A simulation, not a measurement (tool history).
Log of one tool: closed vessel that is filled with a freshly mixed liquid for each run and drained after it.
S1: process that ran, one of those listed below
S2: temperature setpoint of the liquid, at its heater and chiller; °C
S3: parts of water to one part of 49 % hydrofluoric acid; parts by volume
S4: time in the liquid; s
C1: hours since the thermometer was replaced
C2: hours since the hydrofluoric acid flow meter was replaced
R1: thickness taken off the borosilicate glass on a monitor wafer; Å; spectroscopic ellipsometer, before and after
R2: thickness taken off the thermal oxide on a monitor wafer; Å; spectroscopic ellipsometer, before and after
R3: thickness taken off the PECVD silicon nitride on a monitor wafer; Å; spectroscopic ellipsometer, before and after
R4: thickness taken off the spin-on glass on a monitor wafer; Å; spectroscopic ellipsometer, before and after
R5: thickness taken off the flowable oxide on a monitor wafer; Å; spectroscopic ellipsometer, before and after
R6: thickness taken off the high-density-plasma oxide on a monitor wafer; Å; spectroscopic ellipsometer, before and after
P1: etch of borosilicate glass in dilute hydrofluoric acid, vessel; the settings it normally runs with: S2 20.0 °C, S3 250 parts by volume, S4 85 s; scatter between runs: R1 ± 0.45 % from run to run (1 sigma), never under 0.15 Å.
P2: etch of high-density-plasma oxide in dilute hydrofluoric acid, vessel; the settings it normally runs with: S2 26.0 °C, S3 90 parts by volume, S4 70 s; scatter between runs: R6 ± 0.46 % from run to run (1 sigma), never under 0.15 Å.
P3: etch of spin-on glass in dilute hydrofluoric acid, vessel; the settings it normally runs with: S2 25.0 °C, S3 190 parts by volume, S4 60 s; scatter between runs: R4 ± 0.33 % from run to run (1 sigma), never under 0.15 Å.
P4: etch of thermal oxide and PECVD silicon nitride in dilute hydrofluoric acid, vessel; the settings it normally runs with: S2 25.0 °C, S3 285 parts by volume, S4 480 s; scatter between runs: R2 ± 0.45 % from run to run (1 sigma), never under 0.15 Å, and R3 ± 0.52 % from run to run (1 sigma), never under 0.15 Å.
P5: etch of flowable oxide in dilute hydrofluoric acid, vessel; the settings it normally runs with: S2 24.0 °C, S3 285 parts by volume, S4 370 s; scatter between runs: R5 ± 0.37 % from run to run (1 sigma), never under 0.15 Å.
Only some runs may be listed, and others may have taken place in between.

| run | hour | S1 | S2 | S3 | S4 | C1 | C2 | R1 | R2 | R3 | R4 | R5 | R6 |
|---|---|---|---|---|---|---|---|---|---|---|---|---|---|
| 1 | 3.8 | P1 | 20.0 | 250 | 85 | 499.1 | 998.6 | 110.940 |  |  |  |  |  |
| 2 | 6.5 | P4 | 25.0 | 285 | 480 | 501.8 | 1001.3 |  | 61.768 | 59.381 |  |  |  |
| 3 | 11.7 | P3 | 25.0 | 90 | 60 | 507.0 | 1006.5 |  |  |  | 237.18 |  |  |
| 4 | 15.7 | P1 | 20.0 | 250 | 85 | 511.0 | 1010.5 | 109.420 |  |  |  |  |  |
| 5 | 20.9 | P1 | 20.0 | 95 | 85 | 516.2 | 1015.7 | 340.780 |  |  |  |  |  |
| 6 | 24.1 | P1 | 20.0 | 405 | 155 | 519.4 | 1018.9 | 109.730 |  |  |  |  |  |
| 7 | 27.9 | P5 | 24.0 | 285 | 370 | 523.2 | 1022.7 |  |  |  |  | 258.170 |  |
| 8 | 32.1 | P2 | 26.0 | 90 | 100 | 527.4 | 1026.9 |  |  |  |  |  | 103.280 |
| 9 | 36.4 | P3 | 25.0 | 190 | 60 | 531.7 | 1031.2 |  |  |  | 100.13 |  |  |
| 10 | 41.3 | P4 | 25.0 | 50 | 480 | 536.6 | 1036.1 |  | 463.460 | 330.880 |  |  |  |
| 11 | 47.1 | P5 | 24.0 | 495 | 370 | 542.4 | 1041.9 |  |  |  |  | 121.880 |  |
| 12 | 50.1 | P5 | 24.0 | 285 | 370 | 545.4 | 1044.9 |  |  |  |  | 257.390 |  |
| 13 | 54.3 | P2 | 26.0 | 90 | 70 | 549.6 | 1049.1 |  |  |  |  |  | 72.026 |
| 14 | 58.6 | P1 | 20.0 | 250 | 85 | 553.9 | 1053.4 | 110.930 |  |  |  |  |  |
| 15 | 61.7 | P3 | 25.0 | 190 | 100 | 557.0 | 1056.5 |  |  |  | 166.32 |  |  |
| 16 | 65.2 | P1 | 26.5 | 250 | 85 | 560.5 | 1060.0 | 141.000 |  |  |  |  |  |
| 17 | 69.7 | P2 | 26.0 | 25 | 70 | 565.0 | 1064.5 |  |  |  |  |  | 283.830 |
| 18 | 72.6 | P2 | 29.5 | 90 | 70 | 567.9 | 1067.4 |  |  |  |  |  | 82.807 |
| 19 | 78.4 | P3 | 29.5 | 190 | 60 | 573.7 | 1073.2 |  |  |  | 117.34 |  |  |
| 20 | 82.2 | P1 | 20.0 | 250 | 30 | 577.5 | 1077.0 | 39.032 |  |  |  |  |  |
| 21 | 85.6 | P4 | 25.0 | 285 | 120 | 580.9 | 1080.4 |  | 15.337 | 15.009 |  |  |  |
| 22 | 89.3 | P1 | 23.5 | 250 | 160 | 584.6 | 1084.1 | 238.870 |  |  |  |  |  |
| 23 | 93.9 | P1 | 17.0 | 250 | 85 | 589.2 | 1088.7 | 98.218 |  |  |  |  |  |
| 24 | 97.8 | P1 | 20.0 | 250 | 165 | 593.1 | 1092.6 | 213.140 |  |  |  |  |  |
| 25 | 101.0 | P1 | 20.0 | 435 | 85 | 596.3 | 1095.8 | 54.094 |  |  |  |  |  |
| 26 | 104.1 | P4 | 20.5 | 285 | 480 | 599.4 | 1098.9 |  | 52.143 | 45.116 |  |  |  |
| 27 | 108.4 | P1 | 20.0 | 250 | 85 | 603.7 | 1103.2 | 111.020 |  |  |  |  |  |
|  | 110.2 | hydrofluoric acid flow meter replaced |
| 28 | 113.6 | P5 | 17.0 | 285 | 370 | 608.9 | 3.5 |  |  |  |  | 198.360 |  |
| 29 | 116.3 | P5 | 24.0 | 285 | 120 | 611.6 | 6.2 |  |  |  |  | 83.795 |  |
| 30 | 121.6 | P1 | 20.0 | 250 | 85 | 616.9 | 11.5 | 111.200 |  |  |  |  |  |
| 31 | 126.5 | P1 | 20.0 | 250 | 85 | 621.8 | 16.4 | 111.270 |  |  |  |  |  |
| 32 | 131.5 | P1 | 20.0 | 250 | 85 | 626.8 | 21.4 | 110.700 |  |  |  |  |  |
| 33 | 135.5 | P1 | 20.0 | 250 | 85 | 630.8 | 25.4 | 107.820 |  |  |  |  |  |
| 34 | 139.6 | P1 | 20.0 | 250 | 85 | 634.9 | 29.5 | 106.630 |  |  |  |  |  |
| 35 | 142.8 | P1 | 20.0 | 250 | 85 | 638.1 | 32.7 | 105.070 |  |  |  |  |  |
| 36 | 148.3 | P1 | 20.0 | 250 | 85 | 643.6 | 38.2 | 104.330 |  |  |  |  |  |
| 37 | 153.5 | P1 | 20.0 | 250 | 85 | 648.8 | 43.4 | 104.050 |  |  |  |  |  |
| 38 | 157.4 | P1 | 20.0 | 250 | 85 | 652.7 | 47.3 | 104.740 |  |  |  |  |  |
| 39 | 161.7 | P1 | 20.0 | 250 | 85 | 657.0 | 51.6 | 104.370 |  |  |  |  |  |

The output of P1 has drifted from where it used to be. Each of the 2 causes below, taken at the size shown beside it, accounts for the log equally well:
A: liquid colder than its thermometer reads (K) = 1.69
B: hydrofluoric acid flow below the setpoint (%) = 5.03
The process output started creeping at around hour 131.5.

The check runs listed below each take one wafer, and their results are still question marks. Under which run would the listed causes lead to clearly different results?
| check 1 | 166.0 | P5 | 24.0 | 285 | 370 |  |  |  |  |  |  | ? |  |
| check 2 | 166.0 | P3 | 25.0 | 190 | 60 |  |  |  |  |  | ? |  |  |
| check 3 | 166.0 | P2 | 26.0 | 90 | 70 |  |  |  |  |  |  |  | ? |
| check 4 | 166.0 | P4 | 25.0 | 285 | 480 |  |  |  | ? | ? |  |  |  |

How each check would come out, cause by cause:
| check | result | if A | if B |
|---|---|---|---|
| check 1 | R5 | 242.260 | 240.690 |
| check 2 | R4 | 93.728 | 93.732 |
| check 3 | R6 | 67.771 | 68.377 |
| check 4 | R2 | 58.051 | 57.613 |
| check 4 | R3 | 53.111 | 55.950 |
Per-check spread between the two closest causes, in the result where they differ most: check 1 0.65 %; check 2 0 %; check 3 0.89 %; check 4 5.21 %
Check 4 distinguishes between the causes, while the remaining checks would return nearly the same result for all of them.

After running check 4, the following was obtained: R2 57.527 Å; R3 55.992 Å. Which cause does this point to?

It is B: hydrofluoric acid flow below the setpoint (%).
